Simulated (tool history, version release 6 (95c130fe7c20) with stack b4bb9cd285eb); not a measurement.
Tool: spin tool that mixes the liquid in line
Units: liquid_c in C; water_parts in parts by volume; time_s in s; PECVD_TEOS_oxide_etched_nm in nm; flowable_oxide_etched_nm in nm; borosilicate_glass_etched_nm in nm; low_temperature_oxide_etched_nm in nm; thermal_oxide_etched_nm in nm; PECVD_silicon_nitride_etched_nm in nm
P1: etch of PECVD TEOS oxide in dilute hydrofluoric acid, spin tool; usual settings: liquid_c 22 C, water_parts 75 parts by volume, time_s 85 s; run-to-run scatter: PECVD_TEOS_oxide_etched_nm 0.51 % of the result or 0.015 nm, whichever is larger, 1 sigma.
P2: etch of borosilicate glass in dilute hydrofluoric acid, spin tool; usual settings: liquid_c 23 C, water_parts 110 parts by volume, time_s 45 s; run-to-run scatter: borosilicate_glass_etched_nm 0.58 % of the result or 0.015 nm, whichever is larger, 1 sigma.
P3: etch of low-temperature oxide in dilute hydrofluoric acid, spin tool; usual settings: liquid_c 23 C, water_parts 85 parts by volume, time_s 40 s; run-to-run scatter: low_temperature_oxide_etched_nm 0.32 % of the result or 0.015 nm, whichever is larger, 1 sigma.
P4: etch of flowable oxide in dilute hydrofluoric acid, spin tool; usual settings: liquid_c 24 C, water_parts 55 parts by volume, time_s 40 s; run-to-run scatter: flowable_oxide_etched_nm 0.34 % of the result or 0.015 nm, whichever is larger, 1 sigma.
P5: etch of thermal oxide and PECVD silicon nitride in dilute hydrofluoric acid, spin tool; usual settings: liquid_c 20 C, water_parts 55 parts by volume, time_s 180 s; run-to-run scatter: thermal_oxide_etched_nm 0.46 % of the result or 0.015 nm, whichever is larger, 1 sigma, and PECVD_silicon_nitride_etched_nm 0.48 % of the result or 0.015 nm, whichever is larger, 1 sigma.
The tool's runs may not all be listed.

run     day  process  liquid_c  water_parts  time_s  hours since the thermometer was replaced  hours since the hydrofluoric acid flow meter was replaced  PECVD_TEOS_oxide_etched_nm  flowable_oxide_etched_nm  borosilicate_glass_etched_nm  low_temperature_oxide_etched_nm  thermal_oxide_etched_nm  PECVD_silicon_nitride_etched_nm
  1   0.388       P1        22           75      85                                     329.9                                                     1263.3                      16.345
  2   1.067       P1        22           75      85                                     346.2                                                     1279.6                      16.204
  3   1.454       P4        24           55      40                                     355.5                                                     1288.9                                                40.348
  4   2.179       P1        22          115      85                                     372.9                                                     1306.3                       10.16
  5   2.575       P4        20           55      40                                     382.4                                                     1315.8                                                34.473
  6   2.908       P2      30.5          110      45                                     390.4                                                     1323.8                                                                              13.082
  7   3.462       P1        17          105      85                                     403.7                                                     1337.1                      9.1967
  8   3.792       P3        23           85      40                                     411.6                                                       1345                                                                                                               8.9904
  9   4.467       P1        22           75      15                                     427.8                                                     1361.2                      2.8737
 10   5.175       P1      18.5           75      85                                     444.8                                                     1378.2                      14.101
 11   5.842       P2        23           65      45                                     460.8                                                     1394.2                                                                              17.745
 12   6.475       P1        22           75     135                                       476                                                     1409.4                      25.756
 13   7.208       P4        24           30      40                                     493.6                                                       1427                                                76.998
 14   7.904       P3        23           85      40                                     510.3                                                     1443.7                                                                                                               8.9358
 15   8.554       P5        20           20     180                                     525.9                                                     1459.3                                                                                                                                        39.424                           13.944
 16   9.012       P3      30.5           85      40                                     536.9                                                     1470.3                                                                                                               12.078
 17   9.408       P4        24           55      80                                     546.4                                                     1479.8                                                81.032
      9.942  -- hydrofluoric acid flow meter replaced
 18   9.954       P1        22           75      85                                     559.5                                                        0.3                       16.25
 19  10.317       P3        23          140      40                                     568.2                                                          9                                                                                                               5.1027
 20  10.842       P1        22           40      85                                     580.8                                                       21.6                      32.152
 21  11.192       P1        22           75      85                                     589.2                                                         30                      16.374
 22  11.529       P1        22           75      85                                     597.3                                                       38.1                      16.374
 23  12.179       P2        23          110      45                                     612.9                                                       53.7                                                                              9.8026
 24  12.525       P5        20           55     180                                     621.2                                                         62                                                                                                                                        13.705                           5.3113
 25  12.979       P1        27           75      85                                     632.1                                                       72.9                      20.062
         13  -- thermometer replaced
 26  13.417       P1        22           75      85                                        10                                                       83.4                      16.463
 27  13.992       P5        26           55     180                                      23.8                                                       97.2                                                                                                                                        17.489                            7.826

The next listed run, before its measurement:
 28  14.683       P5        20           55      85                                      40.4                                                      113.8                                                                                                                                             ?                                ?

{"run 28": {"thermal_oxide_etched_nm": 6.4457, "PECVD_silicon_nitride_etched_nm": 2.5105}}

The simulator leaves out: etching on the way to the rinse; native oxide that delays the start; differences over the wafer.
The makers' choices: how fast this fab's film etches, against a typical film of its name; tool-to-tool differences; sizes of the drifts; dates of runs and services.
